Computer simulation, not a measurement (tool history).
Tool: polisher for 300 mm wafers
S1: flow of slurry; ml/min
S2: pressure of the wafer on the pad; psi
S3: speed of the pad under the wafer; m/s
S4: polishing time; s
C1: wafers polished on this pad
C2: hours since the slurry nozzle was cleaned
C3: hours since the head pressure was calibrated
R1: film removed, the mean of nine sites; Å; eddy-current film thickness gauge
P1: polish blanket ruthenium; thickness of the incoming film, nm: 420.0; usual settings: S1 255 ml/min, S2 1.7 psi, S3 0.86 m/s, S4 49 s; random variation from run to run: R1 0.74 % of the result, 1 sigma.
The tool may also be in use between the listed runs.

run,day,S1,S2,S3,S4,C1,C2,C3,R1
1,0.438,255,1.7,0.86,49,795,146.5,120.5,433.75
2,1.154,255,1.7,0.86,70,982,163.7,137.7,606.81
3,1.579,255,1.7,1.22,49,1093,173.9,147.9,606.63
4,2.192,255,1.7,0.86,49,1253,188.6,162.6,426.78
5,2.642,255,1.7,0.86,27,1371,199.4,173.4,234.59
6,3.142,255,1.7,0.86,49,1502,211.4,185.4,429.73
7,3.500,255,0.9,0.86,49,1596,220.0,194.0,224.80
8,3.862,255,1.7,0.86,49,1690,228.7,202.7,432.42
9,4.438,395,1.7,0.86,49,1841,242.5,216.5,447.56
# day 4.958: slurry nozzle cleaned
10,5.117,255,1.7,0.40,49,2018,3.8,232.8,198.40

Forecast run 11:
11,5.746,255,2.6,0.86,49,2183,18.9,247.9,?

R1: 668.16 Å
